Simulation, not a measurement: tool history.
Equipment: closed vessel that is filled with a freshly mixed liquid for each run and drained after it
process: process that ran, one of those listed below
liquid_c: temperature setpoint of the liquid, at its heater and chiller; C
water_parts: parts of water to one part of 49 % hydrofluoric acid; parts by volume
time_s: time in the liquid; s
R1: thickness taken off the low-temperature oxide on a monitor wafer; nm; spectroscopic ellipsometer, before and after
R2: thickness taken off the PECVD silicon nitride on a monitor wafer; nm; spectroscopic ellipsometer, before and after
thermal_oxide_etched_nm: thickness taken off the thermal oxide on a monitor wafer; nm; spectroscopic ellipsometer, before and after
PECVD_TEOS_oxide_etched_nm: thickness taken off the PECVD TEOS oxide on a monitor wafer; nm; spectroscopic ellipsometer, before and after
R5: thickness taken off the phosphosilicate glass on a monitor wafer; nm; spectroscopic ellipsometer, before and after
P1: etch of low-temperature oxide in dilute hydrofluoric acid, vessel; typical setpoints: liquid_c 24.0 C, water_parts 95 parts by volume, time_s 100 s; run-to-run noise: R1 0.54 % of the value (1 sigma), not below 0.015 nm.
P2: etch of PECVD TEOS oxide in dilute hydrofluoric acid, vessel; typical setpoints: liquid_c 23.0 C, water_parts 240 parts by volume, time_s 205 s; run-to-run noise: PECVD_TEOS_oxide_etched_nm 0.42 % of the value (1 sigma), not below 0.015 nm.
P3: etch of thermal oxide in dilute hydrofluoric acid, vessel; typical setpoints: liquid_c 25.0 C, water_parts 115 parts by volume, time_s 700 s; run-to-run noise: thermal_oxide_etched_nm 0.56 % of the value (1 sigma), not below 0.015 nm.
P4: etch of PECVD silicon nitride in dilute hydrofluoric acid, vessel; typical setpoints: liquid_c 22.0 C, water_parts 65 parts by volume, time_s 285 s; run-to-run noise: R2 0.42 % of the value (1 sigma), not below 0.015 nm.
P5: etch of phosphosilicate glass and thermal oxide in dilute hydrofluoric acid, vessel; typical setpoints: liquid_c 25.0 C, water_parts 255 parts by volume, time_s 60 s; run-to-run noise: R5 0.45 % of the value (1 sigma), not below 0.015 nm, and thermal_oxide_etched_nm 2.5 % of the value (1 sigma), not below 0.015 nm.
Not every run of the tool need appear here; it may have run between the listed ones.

Run 1, hour 6.3: process P1, liquid_c 24.0 C, water_parts 95 parts by volume, time_s 100 s. Result: R1 14.2650 nm.
Run 2, hour 19.7: process P4, liquid_c 22.0 C, water_parts 100 parts by volume, time_s 285 s. Result: R2 8.6904 nm.
Run 3, hour 32.8: process P1, liquid_c 24.0 C, water_parts 30 parts by volume, time_s 100 s. Result: R1 49.2690 nm.
Run 4, hour 41.0: process P1, liquid_c 24.0 C, water_parts 95 parts by volume, time_s 50 s. Result: R1 7.0926 nm.
Run 5, hour 53.2: process P3, liquid_c 25.0 C, water_parts 115 parts by volume, time_s 700 s. Result: thermal_oxide_etched_nm 29.42200 nm.
Run 6, hour 59.7: process P1, liquid_c 24.0 C, water_parts 60 parts by volume, time_s 150 s. Result: R1 35.3080 nm.
Run 7, hour 73.8: process P1, liquid_c 24.0 C, water_parts 95 parts by volume, time_s 100 s. Result: R1 14.2070 nm.
Run 8, hour 82.7: process P1, liquid_c 24.0 C, water_parts 95 parts by volume, time_s 100 s. Result: R1 14.1800 nm.
Run 9, hour 92.5: process P2, liquid_c 23.0 C, water_parts 240 parts by volume, time_s 35 s. Result: PECVD_TEOS_oxide_etched_nm 1.3750 nm.
Run 10, hour 100.8: process P1, liquid_c 24.0 C, water_parts 130 parts by volume, time_s 100 s. Result: R1 9.9528 nm.
Run 11, hour 111.8: process P1, liquid_c 24.0 C, water_parts 95 parts by volume, time_s 100 s. Result: R1 14.0980 nm.
Run 12, hour 125.2: process P3, liquid_c 25.0 C, water_parts 115 parts by volume, time_s 155 s. Result: thermal_oxide_etched_nm 6.57500 nm.
Run 13, hour 136.9: process P3, liquid_c 25.0 C, water_parts 50 parts by volume, time_s 700 s. Result: thermal_oxide_etched_nm 74.27100 nm.
Run 14, hour 144.1: process P3, liquid_c 25.0 C, water_parts 115 parts by volume, time_s 700 s. Result: thermal_oxide_etched_nm 29.57200 nm.
Run 15, hour 157.5: process P5, liquid_c 25.0 C, water_parts 255 parts by volume, time_s 30 s. Result: thermal_oxide_etched_nm 0.51529 nm, R5 10.765 nm.
Run 16, hour 168.9: process P5, liquid_c 25.0 C, water_parts 255 parts by volume, time_s 60 s. Result: thermal_oxide_etched_nm 1.02080 nm, R5 21.604 nm.
Run 17, hour 182.6: process P1, liquid_c 19.5 C, water_parts 95 parts by volume, time_s 100 s. Result: R1 11.8630 nm.
Run 18, hour 191.7: process P4, liquid_c 22.0 C, water_parts 65 parts by volume, time_s 285 s. Result: R2 13.2280 nm.
Run 19, hour 198.3: process P3, liquid_c 32.0 C, water_parts 115 parts by volume, time_s 700 s. Result: thermal_oxide_etched_nm 38.67100 nm.
Run 20, hour 206.7: process P4, liquid_c 17.0 C, water_parts 65 parts by volume, time_s 285 s. Result: R2 9.4327 nm.
Run 21, hour 220.0: process P4, liquid_c 22.0 C, water_parts 65 parts by volume, time_s 515 s. Result: R2 23.9430 nm.
Run 22, hour 228.5: process P5, liquid_c 25.0 C, water_parts 90 parts by volume, time_s 60 s. Result: thermal_oxide_etched_nm 3.44190 nm, R5 74.096 nm.
Run 23, hour 237.4: process P2, liquid_c 23.0 C, water_parts 80 parts by volume, time_s 205 s. Result: PECVD_TEOS_oxide_etched_nm 28.6960 nm.
Run 24, hour 250.1: process P1, liquid_c 24.0 C, water_parts 95 parts by volume, time_s 100 s. Result: R1 14.1680 nm.
Run 25, hour 256.9: process P1, liquid_c 24.0 C, water_parts 95 parts by volume, time_s 170 s. Result: R1 24.1590 nm.
Run 26, hour 270.0: process P2, liquid_c 29.0 C, water_parts 240 parts by volume, time_s 205 s. Result: PECVD_TEOS_oxide_etched_nm 9.8816 nm.
Run 27, hour 276.3: process P5, liquid_c 32.0 C, water_parts 255 parts by volume, time_s 60 s. Result: thermal_oxide_etched_nm 1.28490 nm, R5 27.453 nm.
Run 28, hour 289.0: process P2, liquid_c 23.0 C, water_parts 240 parts by volume, time_s 205 s. Result: PECVD_TEOS_oxide_etched_nm 7.9762 nm.
Run 29, hour 297.2: process P1, liquid_c 24.0 C, water_parts 95 parts by volume, time_s 100 s. Result: R1 14.0580 nm.
Run 30, hour 310.2: process P4, liquid_c 22.0 C, water_parts 65 parts by volume, time_s 285 s. Result: R2 13.2010 nm.
Run 31, hour 320.5: process P1, liquid_c 28.0 C, water_parts 95 parts by volume, time_s 100 s. Result: R1 16.4140 nm.
Run 32, hour 330.0: process P1, liquid_c 24.0 C, water_parts 95 parts by volume, time_s 100 s. Result: R1 14.0940 nm.
Run 33, hour 342.5: process P1, liquid_c 24.0 C, water_parts 95 parts by volume, time_s 100 s. Result: R1 14.4270 nm.
Run 34, hour 355.9: process P1, liquid_c 24.0 C, water_parts 95 parts by volume, time_s 100 s. Result: R1 14.6910 nm.
Run 35, hour 368.6: process P1, liquid_c 24.0 C, water_parts 95 parts by volume, time_s 100 s. Result: R1 14.8800 nm.
Run 36, hour 379.8: process P1, liquid_c 24.0 C, water_parts 95 parts by volume, time_s 100 s. Result: R1 14.8970 nm.
Run 37, hour 393.4: process P1, liquid_c 24.0 C, water_parts 95 parts by volume, time_s 100 s. Result: R1 14.8390 nm.
Run 38, hour 401.9: process P1, liquid_c 24.0 C, water_parts 95 parts by volume, time_s 100 s. Result: R1 14.8920 nm.
Run 39, hour 414.2: process P1, liquid_c 24.0 C, water_parts 95 parts by volume, time_s 100 s. Result: R1 14.9310 nm.
Run 40, hour 426.7: process P1, liquid_c 24.0 C, water_parts 95 parts by volume, time_s 100 s. Result: R1 15.1160 nm.
Run 41, hour 434.2: process P1, liquid_c 24.0 C, water_parts 95 parts by volume, time_s 100 s. Result: R1 15.0950 nm.
Run 42, hour 447.3: process P1, liquid_c 24.0 C, water_parts 95 parts by volume, time_s 100 s. Result: R1 15.1530 nm.

What P1 gives has crept away from where it was. These 2 causes fit the log equally well, each at the size given:
A: liquid hotter than its thermometer reads (K) = 1.47
B: hydrofluoric acid flow above the setpoint (%) = 5.33
Onset of the creep was near hour 330.0.

Listed below are the offered check runs, one wafer per run, with question marks in place of results. For which of them would the causes give clearly different outcomes?
Run check 1, hour 460.4: process P3, liquid_c 32.0 C, water_parts 115 parts by volume, time_s 245 s. Result: thermal_oxide_etched_nm ?.
Run check 2, hour 460.4: process P2, liquid_c 23.0 C, water_parts 85 parts by volume, time_s 205 s. Result: PECVD_TEOS_oxide_etched_nm ?.
Run check 3, hour 460.4: process P4, liquid_c 17.0 C, water_parts 85 parts by volume, time_s 285 s. Result: R2 ?.
Run check 4, hour 460.4: process P5, liquid_c 25.0 C, water_parts 110 parts by volume, time_s 35 s. Result: thermal_oxide_etched_nm ?, R5 ?.

Expected result of each check under each candidate cause:
  check                      result      if A      if B
check 1     thermal_oxide_etched_nm  14.22400  14.33000
check 2  PECVD_TEOS_oxide_etched_nm   28.3770   28.3250
check 3                          R2    7.9875    7.5815
check 4     thermal_oxide_etched_nm   1.70480   1.70820
check 4                          R5    36.407    36.480
Per-check spread between the two closest causes, in the result where they differ most: check 1 0.74 %; check 2 0.18 %; check 3 5.22 %; check 4 0.2 %
Only check 3 tells the causes apart: in the others they would give nearly the same result.

Then check 3 was run and gave: R2 7.5946 nm. Which cause is it?

It is B: hydrofluoric acid flow above the setpoint (%).

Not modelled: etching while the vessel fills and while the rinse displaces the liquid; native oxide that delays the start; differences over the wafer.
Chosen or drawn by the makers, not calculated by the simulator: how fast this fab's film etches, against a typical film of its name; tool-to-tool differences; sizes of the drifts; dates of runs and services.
